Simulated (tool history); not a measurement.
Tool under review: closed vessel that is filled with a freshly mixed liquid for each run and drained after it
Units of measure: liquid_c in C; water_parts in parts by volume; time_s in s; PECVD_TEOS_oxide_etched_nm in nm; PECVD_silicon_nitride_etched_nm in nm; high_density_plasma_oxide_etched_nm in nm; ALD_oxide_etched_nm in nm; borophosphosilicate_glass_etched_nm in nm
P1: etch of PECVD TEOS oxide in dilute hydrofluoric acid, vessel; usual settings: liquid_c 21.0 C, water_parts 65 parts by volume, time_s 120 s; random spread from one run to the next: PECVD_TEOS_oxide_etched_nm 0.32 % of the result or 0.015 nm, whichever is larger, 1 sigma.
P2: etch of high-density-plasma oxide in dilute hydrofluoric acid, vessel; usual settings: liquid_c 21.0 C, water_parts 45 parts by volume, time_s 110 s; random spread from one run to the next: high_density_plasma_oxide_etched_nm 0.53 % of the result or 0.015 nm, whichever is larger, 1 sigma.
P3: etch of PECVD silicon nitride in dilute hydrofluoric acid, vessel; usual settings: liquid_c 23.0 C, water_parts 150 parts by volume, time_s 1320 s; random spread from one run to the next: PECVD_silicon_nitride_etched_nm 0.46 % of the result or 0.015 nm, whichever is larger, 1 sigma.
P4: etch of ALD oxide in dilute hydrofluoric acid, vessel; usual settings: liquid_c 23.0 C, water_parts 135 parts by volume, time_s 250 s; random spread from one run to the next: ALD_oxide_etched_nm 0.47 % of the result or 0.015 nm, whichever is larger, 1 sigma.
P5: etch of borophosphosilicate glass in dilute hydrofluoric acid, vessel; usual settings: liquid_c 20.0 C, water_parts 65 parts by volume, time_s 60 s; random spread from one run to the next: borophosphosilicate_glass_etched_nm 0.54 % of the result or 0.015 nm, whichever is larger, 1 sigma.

| run | hour | process | liquid_c | water_parts | time_s | hours since the thermometer was replaced | hours since the hydrofluoric acid flow meter was replaced | PECVD_TEOS_oxide_etched_nm | PECVD_silicon_nitride_etched_nm | high_density_plasma_oxide_etched_nm | ALD_oxide_etched_nm | borophosphosilicate_glass_etched_nm |
|---|---|---|---|---|---|---|---|---|---|---|---|---|
| 1 | 9.7 | P1 | 21.0 | 65 | 120 | 1813.6 | 1806.0 | 30.964 |  |  |  |  |
| 2 | 16.6 | P1 | 21.0 | 65 | 45 | 1820.5 | 1812.9 | 11.552 |  |  |  |  |
| 3 | 26.7 | P1 | 17.0 | 65 | 175 | 1830.6 | 1823.0 | 38.186 |  |  |  |  |
| 4 | 34.9 | P3 | 23.0 | 150 | 1320 | 1838.8 | 1831.2 |  | 26.182 |  |  |  |
| 5 | 41.4 | P2 | 17.0 | 45 | 110 | 1845.3 | 1837.7 |  |  | 10.107 |  |  |
| 6 | 46.9 | P1 | 21.0 | 65 | 120 | 1850.8 | 1843.2 | 31.014 |  |  |  |  |
| 7 | 54.0 | P4 | 23.0 | 195 | 250 | 1857.9 | 1850.3 |  |  |  | 30.585 |  |
| 8 | 63.2 | P2 | 21.0 | 45 | 110 | 1867.1 | 1859.5 |  |  | 12.080 |  |  |
| 9 | 73.3 | P4 | 17.5 | 135 | 250 | 1877.2 | 1869.6 |  |  |  | 38.201 |  |
|  | 79.3 | thermometer replaced |
| 10 | 82.8 | P5 | 20.0 | 65 | 60 | 3.6 | 1879.1 |  |  |  |  | 57.972 |
| 11 | 91.2 | P2 | 21.0 | 45 | 110 | 12.0 | 1887.5 |  |  | 11.855 |  |  |
| 12 | 100.6 | P4 | 23.0 | 135 | 250 | 21.4 | 1896.9 |  |  |  | 47.479 |  |
| 13 | 107.1 | P1 | 21.0 | 100 | 120 | 27.9 | 1903.4 | 19.393 |  |  |  |  |
| 14 | 112.3 | P5 | 20.0 | 65 | 110 | 33.1 | 1908.6 |  |  |  |  | 107.120 |
| 15 | 120.7 | P5 | 25.0 | 65 | 60 | 41.5 | 1917.0 |  |  |  |  | 71.958 |
| 16 | 129.1 | P5 | 20.0 | 100 | 60 | 49.9 | 1925.4 |  |  |  |  | 36.121 |
| 17 | 139.8 | P1 | 21.0 | 65 | 175 | 60.6 | 1936.1 | 44.977 |  |  |  |  |
| 18 | 151.2 | P5 | 20.0 | 65 | 60 | 72.0 | 1947.5 |  |  |  |  | 57.761 |
| 19 | 156.2 | P1 | 21.0 | 65 | 120 | 77.0 | 1952.5 | 30.960 |  |  |  |  |
| 20 | 165.8 | P2 | 21.0 | 45 | 210 | 86.6 | 1962.1 |  |  | 22.905 |  |  |
| 21 | 174.9 | P1 | 28.0 | 65 | 120 | 95.7 | 1971.2 | 41.340 |  |  |  |  |
| 22 | 182.8 | P1 | 21.0 | 65 | 120 | 103.6 | 1979.1 | 30.858 |  |  |  |  |
| 23 | 191.3 | P3 | 17.0 | 150 | 1320 | 112.1 | 1987.6 |  | 17.463 |  |  |  |
| 24 | 201.7 | P3 | 23.0 | 95 | 1320 | 122.5 | 1998.0 |  | 40.731 |  |  |  |
| 25 | 212.7 | P2 | 21.0 | 30 | 110 | 133.5 | 2009.0 |  |  | 18.463 |  |  |
| 26 | 222.7 | P3 | 23.0 | 150 | 125 | 143.5 | 2019.0 |  | 2.521 |  |  |  |
| 27 | 229.6 | P1 | 17.0 | 65 | 120 | 150.4 | 2025.9 | 26.099 |  |  |  |  |
| 28 | 234.9 | P1 | 21.0 | 40 | 120 | 155.7 | 2031.2 | 51.764 |  |  |  |  |
| 29 | 240.4 | P4 | 23.0 | 135 | 430 | 161.2 | 2036.7 |  |  |  | 81.752 |  |
| 30 | 249.7 | P1 | 21.0 | 65 | 120 | 170.5 | 2046.0 | 31.175 |  |  |  |  |
| 31 | 258.7 | P1 | 21.0 | 65 | 120 | 179.5 | 2055.0 | 30.031 |  |  |  |  |
| 32 | 267.2 | P1 | 21.0 | 65 | 120 | 188.0 | 2063.5 | 29.549 |  |  |  |  |
| 33 | 278.4 | P1 | 21.0 | 65 | 120 | 199.2 | 2074.7 | 29.018 |  |  |  |  |
| 34 | 287.7 | P1 | 21.0 | 65 | 120 | 208.5 | 2084.0 | 28.904 |  |  |  |  |
| 35 | 294.6 | P1 | 21.0 | 65 | 120 | 215.4 | 2090.9 | 28.816 |  |  |  |  |
| 36 | 304.3 | P1 | 21.0 | 65 | 120 | 225.1 | 2100.6 | 28.558 |  |  |  |  |
| 37 | 309.4 | P1 | 21.0 | 65 | 120 | 230.2 | 2105.7 | 28.698 |  |  |  |  |
| 38 | 314.6 | P1 | 21.0 | 65 | 120 | 235.4 | 2110.9 | 28.577 |  |  |  |  |
| 39 | 320.2 | P1 | 21.0 | 65 | 120 | 241.0 | 2116.5 | 28.599 |  |  |  |  |
| 40 | 327.0 | P1 | 21.0 | 65 | 120 | 247.8 | 2123.3 | 28.522 |  |  |  |  |

The log shows P1 creeping away from where it was. Any of the 2 causes listed here, at the size stated for it, fits the log just as well as the others:
A: hydrofluoric acid flow below the setpoint (%) = 7.31
B: liquid colder than its thermometer reads (K) = 1.96
Onset of the creep was near hour 249.7.

4 check runs are offered, one wafer each, their results left as question marks. Which one tells the causes apart?
| check 1 | 333.8 | P5 | 20.0 | 100 | 95 |  |  |  |  |  |  | ? |
| check 2 | 333.8 | P3 | 23.0 | 150 | 680 |  |  |  | ? |  |  |  |
| check 3 | 333.8 | P2 | 17.0 | 45 | 185 |  |  |  |  | ? |  |  |
| check 4 | 333.8 | P4 | 23.0 | 135 | 365 |  |  |  |  |  | ? |  |

Predicted outcomes, by check and by cause:
| check | result | if A | if B |
|---|---|---|---|
| check 1 | borophosphosilicate_glass_etched_nm | 52.756 | 52.940 |
| check 2 | PECVD_silicon_nitride_etched_nm | 12.501 | 11.846 |
| check 3 | high_density_plasma_oxide_etched_nm | 15.668 | 15.570 |
| check 4 | ALD_oxide_etched_nm | 63.560 | 64.249 |
Gap, in per cent, between the two causes that each check separates least, read from the result that separates them most: check 1 0.35 %; check 2 5.38 %; check 3 0.63 %; check 4 1.08 %
The other checks would show nearly matching results whichever cause is true, so check 2 is the only one that separates the causes.

Then check 2 was run and gave: PECVD_silicon_nitride_etched_nm 11.883 nm. Which cause is it?

The cause is B: liquid colder than its thermometer reads (K).

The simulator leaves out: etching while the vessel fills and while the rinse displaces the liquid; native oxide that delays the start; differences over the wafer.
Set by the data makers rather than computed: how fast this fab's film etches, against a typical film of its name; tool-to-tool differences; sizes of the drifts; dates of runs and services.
